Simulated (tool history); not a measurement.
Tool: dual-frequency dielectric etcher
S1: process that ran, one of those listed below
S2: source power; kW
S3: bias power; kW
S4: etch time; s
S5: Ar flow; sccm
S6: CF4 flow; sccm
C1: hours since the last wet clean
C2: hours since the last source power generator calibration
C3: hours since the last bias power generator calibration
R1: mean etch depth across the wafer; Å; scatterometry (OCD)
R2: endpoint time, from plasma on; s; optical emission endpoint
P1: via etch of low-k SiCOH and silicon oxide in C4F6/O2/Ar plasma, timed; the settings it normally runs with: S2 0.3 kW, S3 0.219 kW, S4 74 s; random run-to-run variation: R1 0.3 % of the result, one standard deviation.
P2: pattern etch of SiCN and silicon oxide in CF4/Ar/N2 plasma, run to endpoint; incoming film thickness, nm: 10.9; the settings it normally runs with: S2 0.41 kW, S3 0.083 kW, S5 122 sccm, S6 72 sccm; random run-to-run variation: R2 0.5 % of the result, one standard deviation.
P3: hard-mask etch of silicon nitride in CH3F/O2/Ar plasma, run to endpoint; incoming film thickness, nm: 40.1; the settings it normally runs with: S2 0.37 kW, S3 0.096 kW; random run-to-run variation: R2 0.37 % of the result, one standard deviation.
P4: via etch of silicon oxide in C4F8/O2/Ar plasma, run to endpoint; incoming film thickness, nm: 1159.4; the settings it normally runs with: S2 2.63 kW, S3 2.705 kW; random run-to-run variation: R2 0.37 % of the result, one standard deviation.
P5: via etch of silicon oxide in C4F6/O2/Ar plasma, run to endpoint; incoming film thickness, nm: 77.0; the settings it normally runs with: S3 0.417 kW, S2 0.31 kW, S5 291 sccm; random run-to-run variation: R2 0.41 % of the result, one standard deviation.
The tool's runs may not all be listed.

Run 1, day 0.354: S1 P1, S2 0.3 kW, S3 0.219 kW, S4 74 s; C1 382.5; C2 503.1; C3 1333.7. Result: R1 2007.9 Å.
Run 2, day 0.742: S1 P5, S2 0.31 kW, S3 0.55 kW, S5 291 sccm; C1 391.8; C2 512.4; C3 1343. Result: R2 17.7 s.
Run 3, day 1.108: S1 P4, S2 2.63 kW, S3 2.705 kW; C1 400.6; C2 521.2; C3 1351.8. Result: R2 193.2 s.
Run 4, day 1.654: S1 P1, S2 0.3 kW, S3 0.219 kW, S4 57.5 s; C1 413.7; C2 534.3; C3 1364.9. Result: R1 1558.3 Å.
Run 5, day 2.1: S1 P5, S2 0.31 kW, S3 0.417 kW, S5 291 sccm; C1 424.4; C2 545; C3 1375.6. Result: R2 19.647 s.
Run 6, day 2.504: S1 P5, S2 0.31 kW, S3 0.417 kW, S5 237 sccm; C1 434.1; C2 554.7; C3 1385.3. Result: R2 19.39 s.
Run 7, day 2.954: S1 P3, S2 0.37 kW, S3 0.096 kW; C1 444.9; C2 565.5; C3 1396.1. Result: R2 53.153 s.
Run 8, day 3.333: S1 P1, S2 0.3 kW, S3 0.219 kW, S4 74 s; C1 454; C2 574.6; C3 1405.2. Result: R1 2006.9 Å.
At day 3.658: wet clean of the chamber.
Run 9, day 3.696: S1 P1, S2 0.3 kW, S3 0.138 kW, S4 74 s; C1 1; C2 583.3; C3 1413.9. Result: R1 1732.4 Å.
Run 10, day 4.192: S1 P1, S2 0.3 kW, S3 0.219 kW, S4 74 s; C1 12.9; C2 595.2; C3 1425.8. Result: R1 2010 Å.
Run 11, day 4.492: S1 P3, S2 0.51 kW, S3 0.096 kW; C1 20.1; C2 602.4; C3 1433. Result: R2 47.103 s.
Run 12, day 4.758: S1 P1, S2 0.3 kW, S3 0.266 kW, S4 74 s; C1 26.5; C2 608.8; C3 1439.4. Result: R1 2153.1 Å.
Run 13, day 5.021: S1 P1, S2 0.3 kW, S3 0.288 kW, S4 94.5 s; C1 32.8; C2 615.1; C3 1445.7. Result: R1 2808.7 Å.
Run 14, day 5.604: S1 P5, S2 0.39 kW, S3 0.417 kW, S5 291 sccm; C1 46.8; C2 629.1; C3 1459.7. Result: R2 18.109 s.
Run 15, day 5.992: S1 P1, S2 0.43 kW, S3 0.219 kW, S4 74 s; C1 56.1; C2 638.4; C3 1469. Result: R1 2299.3 Å.
Run 16, day 6.588: S1 P1, S2 0.3 kW, S3 0.219 kW, S4 96.5 s; C1 70.4; C2 652.7; C3 1483.3. Result: R1 2619.7 Å.
Run 17, day 7.058: S1 P4, S2 2.63 kW, S3 3.373 kW; C1 81.7; C2 664; C3 1494.6. Result: R2 180.38 s.
Run 18, day 7.45: S1 P1, S2 0.21 kW, S3 0.219 kW, S4 74 s; C1 91.1; C2 673.4; C3 1504. Result: R1 1744 Å.
Run 19, day 7.808: S1 P2, S2 0.41 kW, S3 0.083 kW, S5 81 sccm, S6 72 sccm; C1 99.7; C2 682; C3 1512.6. Result: R2 12.527 s.
Run 20, day 8.096: S1 P3, S2 0.37 kW, S3 0.096 kW; C1 106.6; C2 688.9; C3 1519.5. Result: R2 52.978 s.
Run 21, day 8.521: S1 P3, S2 0.37 kW, S3 0.062 kW; C1 116.8; C2 699.1; C3 1529.7. Result: R2 61.629 s.
Run 22, day 9.017: S1 P1, S2 0.3 kW, S3 0.219 kW, S4 74 s; C1 128.7; C2 711; C3 1541.6. Result: R1 2006.6 Å.
Run 23, day 9.417: S1 P1, S2 0.4 kW, S3 0.219 kW, S4 46 s; C1 138.3; C2 720.6; C3 1551.2. Result: R1 1389.4 Å.
Run 24, day 9.925: S1 P2, S2 0.41 kW, S3 0.083 kW, S5 122 sccm, S6 89 sccm; C1 150.5; C2 732.8; C3 1563.4. Result: R2 12.875 s.
Run 25, day 10.379: S1 P1, S2 0.3 kW, S3 0.219 kW, S4 74 s; C1 161.4; C2 743.7; C3 1574.3. Result: R1 1997.6 Å.
Run 26, day 10.867: S1 P4, S2 1.96 kW, S3 2.705 kW; C1 173.1; C2 755.4; C3 1586. Result: R2 217.76 s.
Run 27, day 11.375: S1 P2, S2 0.41 kW, S3 0.083 kW, S5 122 sccm, S6 72 sccm; C1 185.3; C2 767.6; C3 1598.2. Result: R2 13.292 s.
Run 28, day 11.842: S1 P2, S2 0.41 kW, S3 0.051 kW, S5 122 sccm, S6 72 sccm; C1 196.5; C2 778.8; C3 1609.4. Result: R2 15.728 s.
Run 29, day 12.375: S1 P1, S2 0.3 kW, S3 0.219 kW, S4 74 s; C1 209.3; C2 791.6; C3 1622.2. Result: R1 2004 Å.
Run 30, day 12.779: S1 P2, S2 0.56 kW, S3 0.083 kW, S5 122 sccm, S6 72 sccm; C1 219; C2 801.3; C3 1631.9. Result: R2 10.106 s.
Run 31, day 13.092: S1 P5, S2 0.31 kW, S3 0.417 kW, S5 291 sccm; C1 226.5; C2 808.8; C3 1639.4. Result: R2 19.773 s.
Run 32, day 13.692: S1 P1, S2 0.3 kW, S3 0.219 kW, S4 74 s; C1 240.9; C2 823.2; C3 1653.8. Result: R1 1993.3 Å.
Run 33, day 14.246: S1 P1, S2 0.3 kW, S3 0.219 kW, S4 74 s; C1 254.2; C2 836.5; C3 1667.1. Result: R1 2012.3 Å.
Run 34, day 14.546: S1 P1, S2 0.3 kW, S3 0.219 kW, S4 74 s; C1 261.4; C2 843.7; C3 1674.3. Result: R1 2034.3 Å.
Run 35, day 14.833: S1 P1, S2 0.3 kW, S3 0.219 kW, S4 74 s; C1 268.3; C2 850.6; C3 1681.2. Result: R1 2014.7 Å.
Run 36, day 15.192: S1 P1, S2 0.3 kW, S3 0.219 kW, S4 74 s; C1 276.9; C2 859.2; C3 1689.8. Result: R1 2037.3 Å.
At day 15.338: wet clean of the chamber.
Run 37, day 15.5: S1 P1, S2 0.3 kW, S3 0.219 kW, S4 74 s; C1 3.9; C2 866.6; C3 1697.2. Result: R1 2035 Å.
Run 38, day 16.112: S1 P1, S2 0.3 kW, S3 0.219 kW, S4 74 s; C1 18.6; C2 881.3; C3 1711.9. Result: R1 2042.4 Å.
Run 39, day 16.65: S1 P1, S2 0.3 kW, S3 0.219 kW, S4 74 s; C1 31.5; C2 894.2; C3 1724.8. Result: R1 2032.7 Å.
Run 40, day 17.133: S1 P1, S2 0.3 kW, S3 0.219 kW, S4 74 s; C1 43.1; C2 905.8; C3 1736.4. Result: R1 2046.3 Å.

The log shows P1 creeping away from where it was. Any of the 2 causes listed here, at the size stated for it, fits the log just as well as the others:
A: bias power that arrives over what is set, % = 4.67
B: source power that arrives over what is set, % = 4.1
The process output started creeping at around day 13.692.
The rest of the possible causes, and what rules out each one:
chamber walls in a state that raises the etch rate, %: its service at day 15.338 followed the start of the drift and did not put the process back to its old value

Which of the check runs below tells the causes apart, meaning the causes would give it clearly different results? Each run uses 3 wafers whose results are averaged, and each result is shown as a question mark.
Run check 1, day 17.617: S1 P5, S2 0.31 kW, S3 0.533 kW, S5 291 sccm. Result: R2 ?.
Run check 2, day 17.617: S1 P4, S2 2.63 kW, S3 3.252 kW. Result: R2 ?.
Run check 3, day 17.617: S1 P2, S2 0.41 kW, S3 0.054 kW, S5 122 sccm, S6 84 sccm. Result: R2 ?.
Run check 4, day 17.617: S1 P3, S2 0.47 kW, S3 0.074 kW. Result: R2 ?.

Outcome of each check run for each possible cause:
  check  result    if A    if B
check 1      R2  17.615  17.664
check 2      R2  179.98  179.72
check 3      R2  14.824  14.515
check 4      R2  52.388  52.406
Smallest distance between any two causes, each pair judged by its most separating result, in per cent: check 1 0.28 %; check 2 0.15 %; check 3 2.11 %; check 4 0.03 %
Check 3 is the one run that separates the causes; every other check would come out nearly the same whichever cause is at work.

Running check 3 produced the following: R2 14.54 s. Which one of the listed causes fits?

B is the cause: source power that arrives over what is set, %.

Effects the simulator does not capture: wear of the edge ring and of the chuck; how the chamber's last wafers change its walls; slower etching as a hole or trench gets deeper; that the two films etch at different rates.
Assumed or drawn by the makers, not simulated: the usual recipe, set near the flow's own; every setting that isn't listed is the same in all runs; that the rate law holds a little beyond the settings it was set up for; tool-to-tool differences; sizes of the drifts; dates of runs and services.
